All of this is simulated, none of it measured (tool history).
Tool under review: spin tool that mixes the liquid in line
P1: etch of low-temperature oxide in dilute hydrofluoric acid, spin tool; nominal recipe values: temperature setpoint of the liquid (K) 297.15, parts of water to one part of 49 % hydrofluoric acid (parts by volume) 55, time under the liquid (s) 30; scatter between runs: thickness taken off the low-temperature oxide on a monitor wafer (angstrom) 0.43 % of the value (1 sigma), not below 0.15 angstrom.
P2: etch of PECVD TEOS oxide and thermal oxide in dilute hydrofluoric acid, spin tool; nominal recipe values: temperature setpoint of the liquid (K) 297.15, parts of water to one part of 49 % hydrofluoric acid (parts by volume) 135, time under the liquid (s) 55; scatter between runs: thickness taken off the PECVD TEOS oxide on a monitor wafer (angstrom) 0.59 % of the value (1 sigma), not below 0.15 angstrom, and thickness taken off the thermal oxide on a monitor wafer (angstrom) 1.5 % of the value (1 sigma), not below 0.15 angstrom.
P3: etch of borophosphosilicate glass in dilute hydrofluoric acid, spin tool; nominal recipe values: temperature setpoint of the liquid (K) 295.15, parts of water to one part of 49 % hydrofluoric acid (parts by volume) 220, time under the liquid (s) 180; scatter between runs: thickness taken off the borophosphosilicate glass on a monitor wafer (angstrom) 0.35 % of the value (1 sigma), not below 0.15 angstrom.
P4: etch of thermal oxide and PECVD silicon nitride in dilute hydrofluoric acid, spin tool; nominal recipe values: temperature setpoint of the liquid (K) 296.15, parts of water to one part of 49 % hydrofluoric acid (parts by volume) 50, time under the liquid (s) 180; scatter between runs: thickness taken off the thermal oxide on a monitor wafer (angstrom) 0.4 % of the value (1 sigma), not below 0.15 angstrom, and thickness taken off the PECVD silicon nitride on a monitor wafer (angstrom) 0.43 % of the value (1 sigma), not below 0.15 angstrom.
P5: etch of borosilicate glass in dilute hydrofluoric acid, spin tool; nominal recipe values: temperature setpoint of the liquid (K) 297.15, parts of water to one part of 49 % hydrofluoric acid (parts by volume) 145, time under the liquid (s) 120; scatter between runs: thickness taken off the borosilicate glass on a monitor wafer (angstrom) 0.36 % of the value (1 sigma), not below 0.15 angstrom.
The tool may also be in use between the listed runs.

| run | day | process that ran | temperature setpoint of the liquid (K) | parts of water to one part of 49 % hydrofluoric acid (parts by volume) | time under the liquid (s) | hours since the thermometer was replaced | hours since the hydrofluoric acid flow meter was replaced | thickness taken off the low-temperature oxide on a monitor wafer (angstrom) | thickness taken off the thermal oxide on a monitor wafer (angstrom) | thickness taken off the PECVD silicon nitride on a monitor wafer (angstrom) | thickness taken off the borosilicate glass on a monitor wafer (angstrom) | thickness taken off the PECVD TEOS oxide on a monitor wafer (angstrom) | thickness taken off the borophosphosilicate glass on a monitor wafer (angstrom) |
|---|---|---|---|---|---|---|---|---|---|---|---|---|---|
| 1 | 0.508 | P1 | 297.15 | 55 | 30 | 537.1 | 501.9 | 122.3 |  |  |  |  |  |
| 2 | 1.067 | P1 | 297.15 | 55 | 15 | 550.5 | 515.3 | 61.81 |  |  |  |  |  |
| 3 | 1.35 | P1 | 297.15 | 25 | 30 | 557.3 | 522.1 | 283.01 |  |  |  |  |  |
| 4 | 1.712 | P4 | 290.15 | 50 | 180 | 566 | 530.8 |  | 137.15 | 80.522 |  |  |  |
| 5 | 2.146 | P5 | 297.15 | 145 | 205 | 576.4 | 541.2 |  |  |  | 738.56 |  |  |
| 6 | 2.529 | P2 | 297.15 | 220 | 55 | 585.6 | 550.4 |  | 10.245 |  |  | 29.07 |  |
| 7 | 3.079 | P5 | 297.15 | 235 | 120 | 598.8 | 563.6 |  |  |  | 241.5 |  |  |
| 8 | 3.55 | P3 | 295.15 | 75 | 180 | 610.1 | 574.9 |  |  |  |  |  | 1089.4 |
| 9 | 3.829 | P1 | 297.15 | 55 | 30 | 616.8 | 581.6 | 123.68 |  |  |  |  |  |
| 10 | 4.125 | P4 | 296.15 | 50 | 270 | 623.9 | 588.7 |  | 267.4 | 182.75 |  |  |  |
| 11 | 4.417 | P2 | 297.15 | 135 | 55 | 630.9 | 595.7 |  | 18.141 |  |  | 52.642 |  |
| 12 | 4.775 | P1 | 297.15 | 55 | 45 | 639.5 | 604.3 | 185.45 |  |  |  |  |  |
| 13 | 5.183 | P3 | 295.15 | 220 | 180 | 649.3 | 614.1 |  |  |  |  |  | 316.02 |
| 14 | 5.546 | P1 | 297.15 | 105 | 30 | 658 | 622.8 | 60.546 |  |  |  |  |  |
| 15 | 6.062 | P3 | 303.15 | 220 | 180 | 670.4 | 635.2 |  |  |  |  |  | 423.22 |
| 16 | 6.308 | P2 | 290.15 | 135 | 55 | 676.3 | 641.1 |  | 14.171 |  |  | 39.866 |  |
| 17 | 6.788 | P1 | 297.15 | 55 | 30 | 687.8 | 652.6 | 122.94 |  |  |  |  |  |
| 18 | 7.058 | P5 | 290.15 | 145 | 120 | 694.3 | 659.1 |  |  |  | 325.06 |  |  |
| 19 | 7.467 | P1 | 297.15 | 55 | 30 | 704.1 | 668.9 | 123.91 |  |  |  |  |  |
| 20 | 8.004 | P3 | 295.15 | 220 | 275 | 717 | 681.8 |  |  |  |  |  | 485.56 |
| 21 | 8.4 | P4 | 296.15 | 85 | 180 | 726.5 | 691.3 |  | 99.52 | 73.05 |  |  |  |
| 22 | 8.65 | P4 | 296.15 | 50 | 180 | 732.5 | 697.3 |  | 176.79 | 122.52 |  |  |  |
| 23 | 9.162 | P1 | 303.65 | 55 | 30 | 744.8 | 709.6 | 159.72 |  |  |  |  |  |
| 24 | 9.642 | P5 | 297.15 | 145 | 120 | 756.3 | 721.1 |  |  |  | 429.85 |  |  |
| 25 | 10.133 | P1 | 293.15 | 100 | 30 | 768.1 | 732.9 | 54.644 |  |  |  |  |  |
| 26 | 10.675 | P4 | 296.15 | 50 | 180 | 781.1 | 745.9 |  | 178.73 | 123.3 |  |  |  |
| 27 | 11.192 | P1 | 297.15 | 55 | 30 | 793.5 | 758.3 | 123.44 |  |  |  |  |  |
| 28 | 11.662 | P1 | 293.15 | 55 | 30 | 804.8 | 769.6 | 104.62 |  |  |  |  |  |
| 29 | 12.067 | P2 | 297.15 | 135 | 15 | 814.5 | 779.3 |  | 4.9794 |  |  | 14.565 |  |
| 30 | 12.542 | P1 | 297.15 | 55 | 30 | 825.9 | 790.7 | 122.91 |  |  |  |  |  |
| 31 | 12.846 | P1 | 297.15 | 55 | 30 | 833.2 | 798 | 120.99 |  |  |  |  |  |
| 32 | 13.133 | P1 | 297.15 | 55 | 30 | 840.1 | 804.9 | 119.06 |  |  |  |  |  |

What does the tool deliver on the next run?
| 33 | 13.629 | P1 | 297.15 | 55 | 30 | 852 | 816.8 | ? |  |  |  |  |  |

Run 33 gave thickness taken off the low-temperature oxide on a monitor wafer (angstrom) 116.99.
